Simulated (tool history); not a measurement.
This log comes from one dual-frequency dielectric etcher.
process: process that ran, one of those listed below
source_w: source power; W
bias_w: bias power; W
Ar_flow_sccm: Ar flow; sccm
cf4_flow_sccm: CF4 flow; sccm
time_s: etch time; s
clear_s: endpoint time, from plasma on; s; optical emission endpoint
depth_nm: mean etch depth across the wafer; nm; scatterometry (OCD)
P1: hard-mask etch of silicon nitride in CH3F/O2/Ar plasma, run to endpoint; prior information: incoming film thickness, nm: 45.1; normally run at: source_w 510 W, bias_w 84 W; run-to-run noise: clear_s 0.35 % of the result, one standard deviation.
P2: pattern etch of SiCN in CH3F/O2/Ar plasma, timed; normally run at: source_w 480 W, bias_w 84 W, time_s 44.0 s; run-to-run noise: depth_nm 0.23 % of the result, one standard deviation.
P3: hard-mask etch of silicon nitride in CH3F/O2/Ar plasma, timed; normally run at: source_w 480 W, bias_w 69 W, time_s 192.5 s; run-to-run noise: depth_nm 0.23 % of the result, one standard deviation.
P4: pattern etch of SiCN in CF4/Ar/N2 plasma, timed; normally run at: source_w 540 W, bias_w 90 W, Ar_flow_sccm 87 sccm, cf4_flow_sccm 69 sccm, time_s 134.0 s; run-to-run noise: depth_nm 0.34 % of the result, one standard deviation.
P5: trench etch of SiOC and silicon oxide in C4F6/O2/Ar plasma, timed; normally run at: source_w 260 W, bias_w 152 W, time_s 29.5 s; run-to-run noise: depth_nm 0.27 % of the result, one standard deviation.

run   hour  process  source_w  bias_w  Ar_flow_sccm  cf4_flow_sccm  time_s  hours since the last wet clean  hours since the last source power generator calibration  hours since the last bias power generator calibration  clear_s  depth_nm
  1    9.2       P1       510      84                                                                280.6                                                   2517.3                                                 1001.5   55.016
  2   15.9       P4       540      90            87             69   134.0                           287.3                                                   2524.0                                                 1008.2            146.780
  3   21.8       P1       660      84                                                                293.2                                                   2529.9                                                 1014.1   49.820
  4   35.3       P4       540      90            62             69   134.0                           306.7                                                   2543.4                                                 1027.6            154.300
  5   46.4       P4       540      56            87             69   134.0                           317.8                                                   2554.5                                                 1038.7            125.670
  6   55.9       P4       540      90            87             69   134.0                           327.3                                                   2564.0                                                 1048.2            146.840
  7   62.9       P1       510      65                                                                334.3                                                   2571.0                                                 1055.2   60.378
  8   71.1       P5       260     123                                 29.5                           342.5                                                   2579.2                                                 1063.4             44.146
  9   83.3       P1       510      84                                                                354.7                                                   2591.4                                                 1075.6   55.319
 10   94.3       P5       260     152                                 18.0                           365.7                                                   2602.4                                                 1086.6             28.938
 11  105.4       P5       260     152                                 29.5                           376.8                                                   2613.5                                                 1097.7             47.440
 12  114.4       P4       540      90            87             69   164.0                           385.8                                                   2622.5                                                 1106.7            180.840
 13  127.6       P1       610     112                                                                399.0                                                   2635.7                                                 1119.9   46.733
 14  135.3       P1       300      84                                                                406.7                                                   2643.4                                                 1127.6   66.931
     136.4  -- source power generator calibrated
 15  145.7       P4       320      90            87             69   134.0                           417.1                                                      9.3                                                 1138.0             93.770
 16  153.6       P3       480      46                                192.5                           425.0                                                     17.2                                                 1145.9            130.770
 17  162.2       P2       480      58                                 44.0                           433.6                                                     25.8                                                 1154.5             15.828
 18  175.7       P1       510      84                                                                447.1                                                     39.3                                                 1168.0   54.708
 19  185.3       P1       510      84                                                                456.7                                                     48.9                                                 1177.6   55.177
 20  193.2       P3       480      69                                282.0                           464.6                                                     56.8                                                 1185.5            218.040
 21  199.1       P1       510     101                                                                470.5                                                     62.7                                                 1191.4   51.513
 22  210.2       P2       480      84                                 44.0                           481.6                                                     73.8                                                 1202.5             18.135

Predict the results of run 23:
 23  222.8       P5       260     152                                 29.5                           494.2                                                     86.4                                                 1215.1                  ?

Logged for run 23: depth_nm 47.580 nm.
